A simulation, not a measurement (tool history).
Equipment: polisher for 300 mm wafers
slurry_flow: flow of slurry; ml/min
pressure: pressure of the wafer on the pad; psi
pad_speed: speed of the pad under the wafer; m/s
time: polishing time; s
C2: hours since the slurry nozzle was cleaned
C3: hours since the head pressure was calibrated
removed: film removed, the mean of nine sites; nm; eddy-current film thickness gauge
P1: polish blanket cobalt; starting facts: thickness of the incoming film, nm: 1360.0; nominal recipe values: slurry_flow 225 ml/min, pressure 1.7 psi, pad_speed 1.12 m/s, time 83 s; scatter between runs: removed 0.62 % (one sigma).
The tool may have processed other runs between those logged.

{"run": 1, "hour": 4.9, "slurry_flow": 225, "pressure": 1.7, "pad_speed": 1.12, "time": 83, "wafers polished on this pad": 411, "C2": 317.3, "C3": 104.9, "removed": 440.68}
{"run": 2, "hour": 7.7, "slurry_flow": 225, "pressure": 1.7, "pad_speed": 1.12, "time": 83, "wafers polished on this pad": 426, "C2": 320.1, "C3": 107.7, "removed": 437.13}
{"run": 3, "hour": 10.8, "slurry_flow": 135, "pressure": 1.7, "pad_speed": 1.12, "time": 104, "wafers polished on this pad": 443, "C2": 323.2, "C3": 110.8, "removed": 508.78}
{"run": 4, "hour": 15.3, "slurry_flow": 225, "pressure": 1.1, "pad_speed": 1.12, "time": 83, "wafers polished on this pad": 467, "C2": 327.7, "C3": 115.3, "removed": 280.75}
{"run": 5, "hour": 18.5, "slurry_flow": 225, "pressure": 1.7, "pad_speed": 1.12, "time": 83, "wafers polished on this pad": 485, "C2": 330.9, "C3": 118.5, "removed": 434.35}
{"hour": 21.8, "done": "slurry nozzle cleaned"}
{"run": 6, "hour": 22.8, "slurry_flow": 225, "pressure": 2.2, "pad_speed": 1.12, "time": 83, "wafers polished on this pad": 509, "C2": 1, "C3": 122.8, "removed": 565.11}
{"run": 7, "hour": 25.1, "slurry_flow": 225, "pressure": 1.7, "pad_speed": 1.12, "time": 121, "wafers polished on this pad": 521, "C2": 3.3, "C3": 125.1, "removed": 647.2}
{"run": 8, "hour": 28.3, "slurry_flow": 225, "pressure": 1.7, "pad_speed": 1.62, "time": 83, "wafers polished on this pad": 539, "C2": 6.5, "C3": 128.3, "removed": 634.81}
{"run": 9, "hour": 31.1, "slurry_flow": 290, "pressure": 1.7, "pad_speed": 1.12, "time": 83, "wafers polished on this pad": 554, "C2": 9.3, "C3": 131.1, "removed": 448.19}
{"run": 10, "hour": 35.4, "slurry_flow": 225, "pressure": 1.7, "pad_speed": 1.12, "time": 83, "wafers polished on this pad": 577, "C2": 13.6, "C3": 135.4, "removed": 434.19}
{"run": 11, "hour": 37.9, "slurry_flow": 225, "pressure": 1.7, "pad_speed": 1.12, "time": 83, "wafers polished on this pad": 591, "C2": 16.1, "C3": 137.9, "removed": 433.06}
{"run": 12, "hour": 42.8, "slurry_flow": 225, "pressure": 1.7, "pad_speed": 0.5, "time": 83, "wafers polished on this pad": 618, "C2": 21, "C3": 142.8, "removed": 195.94}
{"run": 13, "hour": 47.2, "slurry_flow": 225, "pressure": 1.7, "pad_speed": 1.12, "time": 83, "wafers polished on this pad": 642, "C2": 25.4, "C3": 147.2, "removed": 439.43}
{"run": 14, "hour": 51.5, "slurry_flow": 135, "pressure": 1.7, "pad_speed": 1.12, "time": 83, "wafers polished on this pad": 666, "C2": 29.7, "C3": 151.5, "removed": 406.5}
{"run": 15, "hour": 54.3, "slurry_flow": 225, "pressure": 1.7, "pad_speed": 1.12, "time": 61, "wafers polished on this pad": 681, "C2": 32.5, "C3": 154.3, "removed": 323.26}
{"run": 16, "hour": 58.7, "slurry_flow": 320, "pressure": 1.7, "pad_speed": 1.12, "time": 51, "wafers polished on this pad": 705, "C2": 36.9, "C3": 158.7, "removed": 280.83}
{"run": 17, "hour": 62.1, "slurry_flow": 225, "pressure": 1.7, "pad_speed": 1.12, "time": 83, "wafers polished on this pad": 724, "C2": 40.3, "C3": 162.1, "removed": 432.86}
{"run": 18, "hour": 66.8, "slurry_flow": 225, "pressure": 1.7, "pad_speed": 1.12, "time": 83, "wafers polished on this pad": 749, "C2": 45, "C3": 166.8, "removed": 433.26}
{"run": 19, "hour": 69.6, "slurry_flow": 225, "pressure": 1.7, "pad_speed": 1.12, "time": 83, "wafers polished on this pad": 765, "C2": 47.8, "C3": 169.6, "removed": 427.77}
{"run": 20, "hour": 74.3, "slurry_flow": 225, "pressure": 1.7, "pad_speed": 1.12, "time": 83, "wafers polished on this pad": 790, "C2": 52.5, "C3": 174.3, "removed": 423}
{"run": 21, "hour": 79.2, "slurry_flow": 225, "pressure": 1.7, "pad_speed": 1.12, "time": 83, "wafers polished on this pad": 817, "C2": 57.4, "C3": 179.2, "removed": 419.27}
{"run": 22, "hour": 82.9, "slurry_flow": 225, "pressure": 1.7, "pad_speed": 1.12, "time": 83, "wafers polished on this pad": 837, "C2": 61.1, "C3": 182.9, "removed": 415.39}
{"hour": 83.0, "done": "head pressure recalibrated"}
{"run": 23, "hour": 85.6, "slurry_flow": 225, "pressure": 1.7, "pad_speed": 1.12, "time": 83, "wafers polished on this pad": 852, "C2": 63.8, "C3": 2.6, "removed": 418.14}
{"run": 24, "hour": 88.5, "slurry_flow": 225, "pressure": 1.7, "pad_speed": 1.12, "time": 83, "wafers polished on this pad": 868, "C2": 66.7, "C3": 5.5, "removed": 418.61}
{"run": 25, "hour": 93.1, "slurry_flow": 225, "pressure": 1.7, "pad_speed": 1.12, "time": 83, "wafers polished on this pad": 893, "C2": 71.3, "C3": 10.1, "removed": 410.49}
{"run": 26, "hour": 97.0, "slurry_flow": 225, "pressure": 1.7, "pad_speed": 1.12, "time": 83, "wafers polished on this pad": 915, "C2": 75.2, "C3": 14, "removed": 409.71}
{"run": 27, "hour": 101.1, "slurry_flow": 225, "pressure": 1.7, "pad_speed": 1.12, "time": 83, "wafers polished on this pad": 937, "C2": 79.3, "C3": 18.1, "removed": 412.03}

The output of P1 has drifted from where it used to be. Each of the 2 causes below, taken at the size shown beside it, accounts for the log equally well:
A: slurry flow missing at the pad, % = 34.8
B: removal rate lost through wear of the pad, % = 6.04
Creep in the process output first set in at about hour 62.1.
Excluded causes, each with its reason:
head's pressure below its setpoint, %: work on it at hour 83, done after the drift set in, did not restore what the process gave before

4 check runs are offered, each on 2 wafers whose results are averaged, their results left as question marks. Which one tells the causes apart?
{"run": "check 1", "hour": 105.2, "slurry_flow": 225, "pressure": 1.7, "pad_speed": 1.38, "time": 83, "removed": "?"}
{"run": "check 2", "hour": 105.2, "slurry_flow": 140, "pressure": 1.7, "pad_speed": 1.52, "time": 83, "removed": "?"}
{"run": "check 3", "hour": 105.2, "slurry_flow": 225, "pressure": 1.7, "pad_speed": 0.58, "time": 83, "removed": "?"}
{"run": "check 4", "hour": 105.2, "slurry_flow": 225, "pressure": 1.2, "pad_speed": 0.68, "time": 83, "removed": "?"}

How each check would come out, cause by cause:
check=check_1 result=removed if_A=507.83 if_B=507.84
check=check_2 result=removed if_A=503.75 if_B=521.15
check=check_3 result=removed if_A=213.43 if_B=213.44
check=check_4 result=removed if_A=176.64 if_B=176.64
Per-check spread between the two closest causes, in the result where they differ most: check 1 0 %; check 2 3.39 %; check 3 0 %; check 4 0 %
Only in check 2 would the causes give clearly different results; in the remaining checks their results would be nearly the same.

Then check 2 was run and gave: removed 500.93 nm. Which cause is it?

A is the cause: slurry flow missing at the pad, %.

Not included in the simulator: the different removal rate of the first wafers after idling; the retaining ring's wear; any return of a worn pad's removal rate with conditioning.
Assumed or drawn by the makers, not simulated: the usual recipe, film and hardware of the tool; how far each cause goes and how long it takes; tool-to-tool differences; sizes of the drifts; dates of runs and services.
